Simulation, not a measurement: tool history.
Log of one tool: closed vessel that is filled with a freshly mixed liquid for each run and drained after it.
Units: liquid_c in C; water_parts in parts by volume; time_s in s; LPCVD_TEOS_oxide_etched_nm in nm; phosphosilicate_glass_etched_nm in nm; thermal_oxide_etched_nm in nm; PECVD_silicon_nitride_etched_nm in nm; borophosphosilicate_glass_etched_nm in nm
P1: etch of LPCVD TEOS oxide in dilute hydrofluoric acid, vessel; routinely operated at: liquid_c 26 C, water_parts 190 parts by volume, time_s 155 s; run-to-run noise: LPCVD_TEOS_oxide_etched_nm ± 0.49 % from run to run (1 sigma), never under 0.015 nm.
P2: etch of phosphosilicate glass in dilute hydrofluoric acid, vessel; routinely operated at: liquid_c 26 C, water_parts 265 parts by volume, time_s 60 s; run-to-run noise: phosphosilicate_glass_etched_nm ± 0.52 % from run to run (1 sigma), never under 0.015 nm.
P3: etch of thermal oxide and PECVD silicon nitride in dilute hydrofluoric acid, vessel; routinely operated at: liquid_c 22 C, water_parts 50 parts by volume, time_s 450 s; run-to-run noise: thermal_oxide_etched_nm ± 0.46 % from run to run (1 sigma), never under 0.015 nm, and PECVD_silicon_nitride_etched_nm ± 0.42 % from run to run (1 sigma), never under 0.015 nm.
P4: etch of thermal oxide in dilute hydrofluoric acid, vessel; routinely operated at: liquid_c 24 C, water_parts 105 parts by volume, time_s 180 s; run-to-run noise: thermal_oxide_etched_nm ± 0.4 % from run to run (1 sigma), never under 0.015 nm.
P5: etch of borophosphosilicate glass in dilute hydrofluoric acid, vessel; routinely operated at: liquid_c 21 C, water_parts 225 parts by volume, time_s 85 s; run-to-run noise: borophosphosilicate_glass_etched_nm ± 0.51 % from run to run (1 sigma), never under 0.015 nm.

| run | hour | process | liquid_c | water_parts | time_s | hours since the thermometer was replaced | hours since the hydrofluoric acid flow meter was replaced | LPCVD_TEOS_oxide_etched_nm | phosphosilicate_glass_etched_nm | thermal_oxide_etched_nm | PECVD_silicon_nitride_etched_nm | borophosphosilicate_glass_etched_nm |
|---|---|---|---|---|---|---|---|---|---|---|---|---|
| 1 | 10.8 | P1 | 26 | 190 | 155 | 1145.9 | 1484.4 | 42.963 |  |  |  |  |
| 2 | 19.9 | P2 | 32.5 | 265 | 60 | 1155 | 1493.5 |  | 23.883 |  |  |  |
| 3 | 28.9 | P4 | 24 | 105 | 180 | 1164 | 1502.5 |  |  | 8.146 |  |  |
| 4 | 39.4 | P1 | 29.5 | 190 | 85 | 1174.5 | 1513 | 26.512 |  |  |  |  |
| 5 | 52.6 | P3 | 17 | 50 | 450 | 1187.7 | 1526.2 |  |  | 35.418 | 16.146 |  |
| 6 | 63.2 | P1 | 26 | 105 | 155 | 1198.3 | 1536.8 | 85.958 |  |  |  |  |
| 7 | 78.2 | P4 | 18 | 105 | 180 | 1213.3 | 1551.8 |  |  | 6.4919 |  |  |
| 8 | 95.8 | P1 | 26 | 190 | 155 | 1230.9 | 1569.4 | 42.973 |  |  |  |  |
| 9 | 106.2 | P5 | 21 | 225 | 85 | 1241.3 | 1579.8 |  |  |  |  | 8.7516 |
| 10 | 122.6 | P3 | 22 | 20 | 450 | 1257.7 | 1596.2 |  |  | 113.04 | 55.156 |  |
| 11 | 130.4 | P4 | 24 | 160 | 180 | 1265.5 | 1604 |  |  | 5.0985 |  |  |
| 12 | 146.6 | P1 | 26 | 190 | 155 | 1281.7 | 1620.2 | 43.323 |  |  |  |  |
| 13 | 162.6 | P1 | 26 | 190 | 155 | 1297.7 | 1636.2 | 43.238 |  |  |  |  |
| 14 | 175.1 | P5 | 28 | 225 | 85 | 1310.2 | 1648.7 |  |  |  |  | 11.224 |
| 15 | 192.4 | P5 | 21 | 375 | 85 | 1327.5 | 1666 |  |  |  |  | 4.5309 |
| 16 | 203.2 | P1 | 26 | 190 | 155 | 1338.3 | 1676.8 | 43.076 |  |  |  |  |
| 17 | 211.9 | P1 | 34 | 190 | 155 | 1347 | 1685.5 | 56.724 |  |  |  |  |
| 18 | 221.7 | P3 | 22 | 50 | 695 | 1356.8 | 1695.3 |  |  | 67.25 | 35.481 |  |
| 19 | 232.6 | P1 | 26 | 290 | 155 | 1367.7 | 1706.2 | 25.267 |  |  |  |  |
| 20 | 247.5 | P1 | 26 | 190 | 35 | 1382.6 | 1721.1 | 9.6966 |  |  |  |  |

Expected results for the next run?
| 21 | 260.6 | P5 | 21 | 225 | 150 | 1395.7 | 1734.2 |  |  |  |  | ? |

borophosphosilicate_glass_etched_nm: 15.401 nm
